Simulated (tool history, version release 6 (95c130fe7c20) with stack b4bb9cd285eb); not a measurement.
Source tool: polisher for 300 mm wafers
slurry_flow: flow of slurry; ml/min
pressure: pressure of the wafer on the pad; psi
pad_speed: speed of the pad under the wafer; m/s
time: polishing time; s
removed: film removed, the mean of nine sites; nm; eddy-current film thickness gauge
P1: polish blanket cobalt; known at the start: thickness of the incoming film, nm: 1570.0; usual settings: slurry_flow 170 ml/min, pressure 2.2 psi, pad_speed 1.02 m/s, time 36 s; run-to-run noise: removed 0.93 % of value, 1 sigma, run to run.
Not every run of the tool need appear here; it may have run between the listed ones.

run   hour  slurry_flow  pressure  pad_speed  time  removed
  1   15.7          170       2.2       1.02    36   162.23
  2   29.8          170       2.2       1.02    57   255.95
  3     39          170       2.2       1.02    36   162.75
      44.3  -- slurry nozzle cleaned
  4   55.8          100       2.2       1.02    36    147.8
  5   71.7          170       3.4       1.02    36   253.04
  6   88.1          170       2.2        0.5    36   79.705
  7   95.7          215       2.2       1.02    19   89.568
     101.7  -- worn pad replaced by a new one
  8  106.1          170       1.3       1.44    36   135.32
  9  115.9          170       2.2       1.46    36    233.2
 10  124.9          170       2.2       1.02    36   163.87
 11  136.2          170       1.4       1.02    36   101.56
 12  144.5          235       2.2       1.02    36   170.89
 13  161.7          170       2.2       1.02    25   111.89
 14    172          170       2.2       1.02    36   166.07
 15  182.6          170       2.2       1.02    36   163.51
 16  199.4          170       2.2       1.02    36   155.14
 17  212.4          170       2.2       1.02    36   154.26
 18    228          170       2.2       1.02    36   149.93

Run 19 comes next. What will it give?
     235.8  -- worn pad replaced by a new one
 19  236.1          170       2.2       1.02    36        ?

{"run 19": {"removed": 149.26}}

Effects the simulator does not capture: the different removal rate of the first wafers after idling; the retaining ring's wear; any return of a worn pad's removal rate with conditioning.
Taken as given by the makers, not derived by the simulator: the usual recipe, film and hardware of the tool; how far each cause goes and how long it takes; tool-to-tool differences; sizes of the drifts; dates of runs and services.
